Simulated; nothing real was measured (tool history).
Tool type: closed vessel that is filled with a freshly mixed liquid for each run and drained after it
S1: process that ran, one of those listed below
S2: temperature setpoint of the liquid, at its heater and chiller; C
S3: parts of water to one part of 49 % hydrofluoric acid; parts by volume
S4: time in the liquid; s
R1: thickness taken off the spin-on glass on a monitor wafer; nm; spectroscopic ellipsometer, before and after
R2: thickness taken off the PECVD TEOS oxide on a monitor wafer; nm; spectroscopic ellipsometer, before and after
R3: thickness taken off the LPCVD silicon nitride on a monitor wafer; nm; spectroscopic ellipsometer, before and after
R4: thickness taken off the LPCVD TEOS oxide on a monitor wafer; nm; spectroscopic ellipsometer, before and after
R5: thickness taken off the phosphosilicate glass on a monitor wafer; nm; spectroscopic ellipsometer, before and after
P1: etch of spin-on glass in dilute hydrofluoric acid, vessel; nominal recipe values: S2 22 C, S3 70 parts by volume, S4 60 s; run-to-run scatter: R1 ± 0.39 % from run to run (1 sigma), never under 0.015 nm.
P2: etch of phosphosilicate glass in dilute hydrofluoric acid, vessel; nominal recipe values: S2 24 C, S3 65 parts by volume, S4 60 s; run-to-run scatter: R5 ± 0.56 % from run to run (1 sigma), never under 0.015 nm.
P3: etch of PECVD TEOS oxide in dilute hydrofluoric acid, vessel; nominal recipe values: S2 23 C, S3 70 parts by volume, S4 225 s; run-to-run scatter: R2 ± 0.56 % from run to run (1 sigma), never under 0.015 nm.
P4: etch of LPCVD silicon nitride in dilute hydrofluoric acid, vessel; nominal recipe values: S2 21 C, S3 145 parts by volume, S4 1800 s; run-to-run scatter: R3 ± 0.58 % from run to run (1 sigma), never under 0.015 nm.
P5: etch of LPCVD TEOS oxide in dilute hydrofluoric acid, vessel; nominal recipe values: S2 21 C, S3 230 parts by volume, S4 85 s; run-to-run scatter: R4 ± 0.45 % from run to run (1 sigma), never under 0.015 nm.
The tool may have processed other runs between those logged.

Run 1, day 0.312: S1 P1, S2 22 C, S3 70 parts by volume, S4 60 s. Result: R1 18.712 nm.
Run 2, day 0.696: S1 P3, S2 23 C, S3 70 parts by volume, S4 225 s. Result: R2 39.599 nm.
Run 3, day 0.921: S1 P4, S2 21 C, S3 145 parts by volume, S4 3285 s. Result: R3 7.8304 nm.
Run 4, day 1.371: S1 P5, S2 17 C, S3 230 parts by volume, S4 85 s. Result: R4 7.7147 nm.
Run 5, day 1.617: S1 P4, S2 21 C, S3 145 parts by volume, S4 1800 s. Result: R3 4.3331 nm.
Run 6, day 2.038: S1 P2, S2 17 C, S3 65 parts by volume, S4 60 s. Result: R5 83.45 nm.
Run 7, day 2.412: S1 P4, S2 27.5 C, S3 145 parts by volume, S4 1800 s. Result: R3 6.5972 nm.
Run 8, day 2.633: S1 P3, S2 23 C, S3 70 parts by volume, S4 30 s. Result: R2 5.1904 nm.
Run 9, day 3.096: S1 P1, S2 22 C, S3 70 parts by volume, S4 60 s. Result: R1 18.594 nm.
Run 10, day 3.338: S1 P1, S2 27 C, S3 70 parts by volume, S4 60 s. Result: R1 22.624 nm.
Run 11, day 3.588: S1 P2, S2 24 C, S3 65 parts by volume, S4 60 s. Result: R5 110.48 nm.
Run 12, day 3.988: S1 P5, S2 21 C, S3 230 parts by volume, S4 45 s. Result: R4 4.7263 nm.
Run 13, day 4.475: S1 P5, S2 21 C, S3 230 parts by volume, S4 85 s. Result: R4 9.0869 nm.
Run 14, day 4.75: S1 P2, S2 24 C, S3 20 parts by volume, S4 60 s. Result: R5 383.94 nm.
Run 15, day 5.071: S1 P3, S2 17 C, S3 70 parts by volume, S4 225 s. Result: R2 30.649 nm.
Run 16, day 5.571: S1 P4, S2 21 C, S3 235 parts by volume, S4 1800 s. Result: R3 2.7074 nm.
Run 17, day 5.867: S1 P2, S2 24 C, S3 65 parts by volume, S4 115 s. Result: R5 212.77 nm.
Run 18, day 6.354: S1 P1, S2 22 C, S3 70 parts by volume, S4 60 s. Result: R1 18.618 nm.
Run 19, day 6.829: S1 P1, S2 17 C, S3 100 parts by volume, S4 60 s. Result: R1 10.139 nm.
Run 20, day 7.108: S1 P5, S2 21 C, S3 230 parts by volume, S4 85 s. Result: R4 9.0052 nm.
Run 21, day 7.554: S1 P1, S2 22 C, S3 70 parts by volume, S4 60 s. Result: R1 18.624 nm.
Run 22, day 7.904: S1 P1, S2 17 C, S3 70 parts by volume, S4 60 s. Result: R1 15.002 nm.
Run 23, day 8.217: S1 P1, S2 22 C, S3 110 parts by volume, S4 60 s. Result: R1 11.282 nm.
Run 24, day 8.667: S1 P5, S2 21 C, S3 115 parts by volume, S4 85 s. Result: R4 20.255 nm.
Run 25, day 9.108: S1 P3, S2 23 C, S3 105 parts by volume, S4 225 s. Result: R2 25.31 nm.
Run 26, day 9.562: S1 P1, S2 27 C, S3 70 parts by volume, S4 30 s. Result: R1 11.346 nm.
Run 27, day 9.996: S1 P1, S2 22 C, S3 70 parts by volume, S4 60 s. Result: R1 18.519 nm.
Run 28, day 10.408: S1 P1, S2 22 C, S3 70 parts by volume, S4 60 s. Result: R1 18.526 nm.
Run 29, day 10.842: S1 P1, S2 22 C, S3 35 parts by volume, S4 60 s. Result: R1 39.054 nm.
Run 30, day 11.075: S1 P1, S2 22 C, S3 70 parts by volume, S4 35 s. Result: R1 10.961 nm.
Run 31, day 11.554: S1 P1, S2 29.5 C, S3 30 parts by volume, S4 60 s. Result: R1 61.904 nm.
Run 32, day 11.904: S1 P1, S2 22 C, S3 70 parts by volume, S4 110 s. Result: R1 34.076 nm.
Run 33, day 12.292: S1 P4, S2 21 C, S3 145 parts by volume, S4 1800 s. Result: R3 4.3385 nm.
Run 34, day 12.55: S1 P2, S2 24 C, S3 65 parts by volume, S4 60 s. Result: R5 111.34 nm.
Run 35, day 12.971: S1 P1, S2 22 C, S3 70 parts by volume, S4 60 s. Result: R1 18.395 nm.
Run 36, day 13.379: S1 P1, S2 22 C, S3 70 parts by volume, S4 60 s. Result: R1 19.199 nm.
Run 37, day 13.817: S1 P1, S2 22 C, S3 70 parts by volume, S4 60 s. Result: R1 19.429 nm.
Run 38, day 14.038: S1 P1, S2 22 C, S3 70 parts by volume, S4 60 s. Result: R1 19.599 nm.
Run 39, day 14.379: S1 P1, S2 22 C, S3 70 parts by volume, S4 60 s. Result: R1 19.652 nm.
Run 40, day 14.642: S1 P1, S2 22 C, S3 70 parts by volume, S4 60 s. Result: R1 19.658 nm.
Run 41, day 14.992: S1 P1, S2 22 C, S3 70 parts by volume, S4 60 s. Result: R1 19.702 nm.
Run 42, day 15.279: S1 P1, S2 22 C, S3 70 parts by volume, S4 60 s. Result: R1 19.881 nm.
Run 43, day 15.717: S1 P1, S2 22 C, S3 70 parts by volume, S4 60 s. Result: R1 19.901 nm.

Compared with where it was, what P1 gives has crept away. Each cause listed below fits the log as well as the rest, at the size given for it:
A: liquid hotter than its thermometer reads (K) = 1.54
B: hydrofluoric acid flow above the setpoint (%) = 5.97
Creep in the process output first set in at about day 12.971.

4 check runs are offered, each on 2 wafers whose results are averaged, their results left as question marks. Which one tells the causes apart?
Run check 1, day 16.154: S1 P2, S2 17.5 C, S3 30 parts by volume, S4 60 s. Result: R5 ?.
Run check 2, day 16.154: S1 P3, S2 17 C, S3 70 parts by volume, S4 85 s. Result: R2 ?.
Run check 3, day 16.154: S1 P4, S2 26 C, S3 200 parts by volume, S4 1800 s. Result: R3 ?.
Run check 4, day 16.154: S1 P5, S2 21 C, S3 125 parts by volume, S4 85 s. Result: R4 ?.

Expected result of each check under each candidate cause:
  check  result    if A    if B
check 1      R5  205.02  203.52
check 2      R2  12.337  12.294
check 3      R3  4.7749  4.6017
check 4      R4  19.673  19.762
Per check, the gap between the least separated pair of causes, taken in the result that splits them most: check 1 0.73 %; check 2 0.35 %; check 3 3.69 %; check 4 0.46 %
Check 3 distinguishes between the causes, while the remaining checks would return nearly the same result for all of them.

With check 3 done, the readings were: R3 4.6073 nm. Identify which of the listed causes applies.

Of the candidate causes, it is B: hydrofluoric acid flow above the setpoint (%).
